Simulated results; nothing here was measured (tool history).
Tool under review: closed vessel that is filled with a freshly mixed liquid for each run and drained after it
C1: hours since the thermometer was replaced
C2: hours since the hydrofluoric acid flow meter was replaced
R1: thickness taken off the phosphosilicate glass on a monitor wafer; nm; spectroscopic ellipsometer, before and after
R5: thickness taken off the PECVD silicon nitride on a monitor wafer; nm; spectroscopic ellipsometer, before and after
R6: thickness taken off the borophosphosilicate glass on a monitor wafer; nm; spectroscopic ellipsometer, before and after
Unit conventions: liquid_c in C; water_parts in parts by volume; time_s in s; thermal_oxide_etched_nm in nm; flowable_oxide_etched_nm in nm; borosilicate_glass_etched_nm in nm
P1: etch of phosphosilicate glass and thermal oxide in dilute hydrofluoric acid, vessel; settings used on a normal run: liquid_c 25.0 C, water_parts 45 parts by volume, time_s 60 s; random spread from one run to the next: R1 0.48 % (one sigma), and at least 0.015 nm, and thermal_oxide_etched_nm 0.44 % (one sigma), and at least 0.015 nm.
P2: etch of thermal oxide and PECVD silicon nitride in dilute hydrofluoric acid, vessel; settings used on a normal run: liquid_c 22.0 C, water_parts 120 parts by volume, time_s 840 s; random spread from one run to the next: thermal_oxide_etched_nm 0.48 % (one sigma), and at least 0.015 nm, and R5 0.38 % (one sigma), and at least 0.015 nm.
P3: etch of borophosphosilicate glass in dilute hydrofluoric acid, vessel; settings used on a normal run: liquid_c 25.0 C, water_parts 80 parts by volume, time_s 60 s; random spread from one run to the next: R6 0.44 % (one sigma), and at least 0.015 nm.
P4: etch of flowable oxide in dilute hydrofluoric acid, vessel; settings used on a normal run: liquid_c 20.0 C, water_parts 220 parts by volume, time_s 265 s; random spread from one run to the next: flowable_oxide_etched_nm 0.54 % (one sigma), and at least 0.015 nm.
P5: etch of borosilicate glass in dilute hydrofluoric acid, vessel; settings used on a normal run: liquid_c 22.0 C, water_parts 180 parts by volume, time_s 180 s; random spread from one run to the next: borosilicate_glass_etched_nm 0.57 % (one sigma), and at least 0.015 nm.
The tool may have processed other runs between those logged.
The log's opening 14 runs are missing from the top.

Run 15, day 7.012: process P1, liquid_c 25.0 C, water_parts 45 parts by volume, time_s 60 s; C1 1014.4; C2 31.9. Result: R1 173.380 nm, thermal_oxide_etched_nm 7.3061 nm.
Run 16, day 7.429: process P3, liquid_c 25.0 C, water_parts 115 parts by volume, time_s 60 s; C1 1024.4; C2 41.9. Result: R6 21.017 nm.
Run 17, day 8.033: process P1, liquid_c 18.0 C, water_parts 45 parts by volume, time_s 35 s; C1 1038.9; C2 56.4. Result: R1 75.071 nm, thermal_oxide_etched_nm 3.2122 nm.
Run 18, day 8.467: process P5, liquid_c 17.0 C, water_parts 180 parts by volume, time_s 180 s; C1 1049.3; C2 66.8. Result: borosilicate_glass_etched_nm 15.4910 nm.
Run 19, day 8.858: process P3, liquid_c 25.0 C, water_parts 80 parts by volume, time_s 90 s; C1 1058.7; C2 76.2. Result: R6 47.866 nm.
Run 20, day 9.179: process P1, liquid_c 31.5 C, water_parts 20 parts by volume, time_s 60 s; C1 1066.4; C2 83.9. Result: R1 527.050 nm, thermal_oxide_etched_nm 22.2630 nm.
Run 21, day 9.675: process P5, liquid_c 22.0 C, water_parts 180 parts by volume, time_s 180 s; C1 1078.3; C2 95.8. Result: borosilicate_glass_etched_nm 18.6680 nm.
Run 22, day 10.083: process P1, liquid_c 25.0 C, water_parts 45 parts by volume, time_s 95 s; C1 1088.1; C2 105.6. Result: R1 275.010 nm, thermal_oxide_etched_nm 11.5590 nm.
Run 23, day 10.762: process P4, liquid_c 20.0 C, water_parts 220 parts by volume, time_s 265 s; C1 1104.4; C2 121.9. Result: flowable_oxide_etched_nm 28.5130 nm.
Run 24, day 11.150: process P1, liquid_c 25.0 C, water_parts 80 parts by volume, time_s 60 s; C1 1113.7; C2 131.2. Result: R1 92.439 nm, thermal_oxide_etched_nm 3.9297 nm.
Run 25, day 11.817: process P4, liquid_c 20.0 C, water_parts 80 parts by volume, time_s 265 s; C1 1129.7; C2 147.2. Result: flowable_oxide_etched_nm 90.6560 nm.
Run 26, day 12.217: process P2, liquid_c 22.0 C, water_parts 120 parts by volume, time_s 840 s; C1 1139.3; C2 156.8. Result: thermal_oxide_etched_nm 28.2370 nm, R5 24.846 nm.
Run 27, day 12.717: process P3, liquid_c 25.0 C, water_parts 80 parts by volume, time_s 60 s; C1 1151.3; C2 168.8. Result: R6 31.507 nm.
Run 28, day 13.121: process P4, liquid_c 20.0 C, water_parts 220 parts by volume, time_s 265 s; C1 1161.0; C2 178.5. Result: flowable_oxide_etched_nm 28.4500 nm.
Run 29, day 13.612: process P3, liquid_c 17.0 C, water_parts 80 parts by volume, time_s 60 s; C1 1172.8; C2 190.3. Result: R6 22.721 nm.
Run 30, day 14.133: process P3, liquid_c 25.0 C, water_parts 80 parts by volume, time_s 60 s; C1 1185.3; C2 202.8. Result: R6 31.554 nm.
Run 31, day 14.467: process P2, liquid_c 22.0 C, water_parts 45 parts by volume, time_s 840 s; C1 1193.3; C2 210.8. Result: thermal_oxide_etched_nm 82.2980 nm, R5 65.421 nm.
Run 32, day 14.879: process P2, liquid_c 22.0 C, water_parts 120 parts by volume, time_s 840 s; C1 1203.2; C2 220.7. Result: thermal_oxide_etched_nm 28.1270 nm, R5 24.723 nm.
Run 33, day 15.571: process P5, liquid_c 22.0 C, water_parts 180 parts by volume, time_s 180 s; C1 1219.8; C2 237.3. Result: borosilicate_glass_etched_nm 18.7460 nm.
Run 34, day 16.183: process P2, liquid_c 22.0 C, water_parts 120 parts by volume, time_s 1435 s; C1 1234.5; C2 252.0. Result: thermal_oxide_etched_nm 48.1250 nm, R5 42.588 nm.
Run 35, day 16.733: process P5, liquid_c 22.0 C, water_parts 180 parts by volume, time_s 30 s; C1 1247.7; C2 265.2. Result: borosilicate_glass_etched_nm 3.1223 nm.
Run 36, day 17.329: process P1, liquid_c 25.0 C, water_parts 45 parts by volume, time_s 60 s; C1 1262.0; C2 279.5. Result: R1 173.370 nm, thermal_oxide_etched_nm 7.3281 nm.
Run 37, day 17.633: process P1, liquid_c 25.0 C, water_parts 45 parts by volume, time_s 60 s; C1 1269.3; C2 286.8. Result: R1 178.470 nm, thermal_oxide_etched_nm 7.5545 nm.
Run 38, day 17.946: process P1, liquid_c 25.0 C, water_parts 45 parts by volume, time_s 60 s; C1 1276.8; C2 294.3. Result: R1 181.030 nm, thermal_oxide_etched_nm 7.7160 nm.

Run 39 comes next. What will it give?
Run 39, day 18.521: process P1, liquid_c 25.0 C, water_parts 45 parts by volume, time_s 60 s; C1 1290.6; C2 308.1. Result: R1 ?, thermal_oxide_etched_nm ?.

R1: 184.350 nm
thermal_oxide_etched_nm: 7.7476 nm
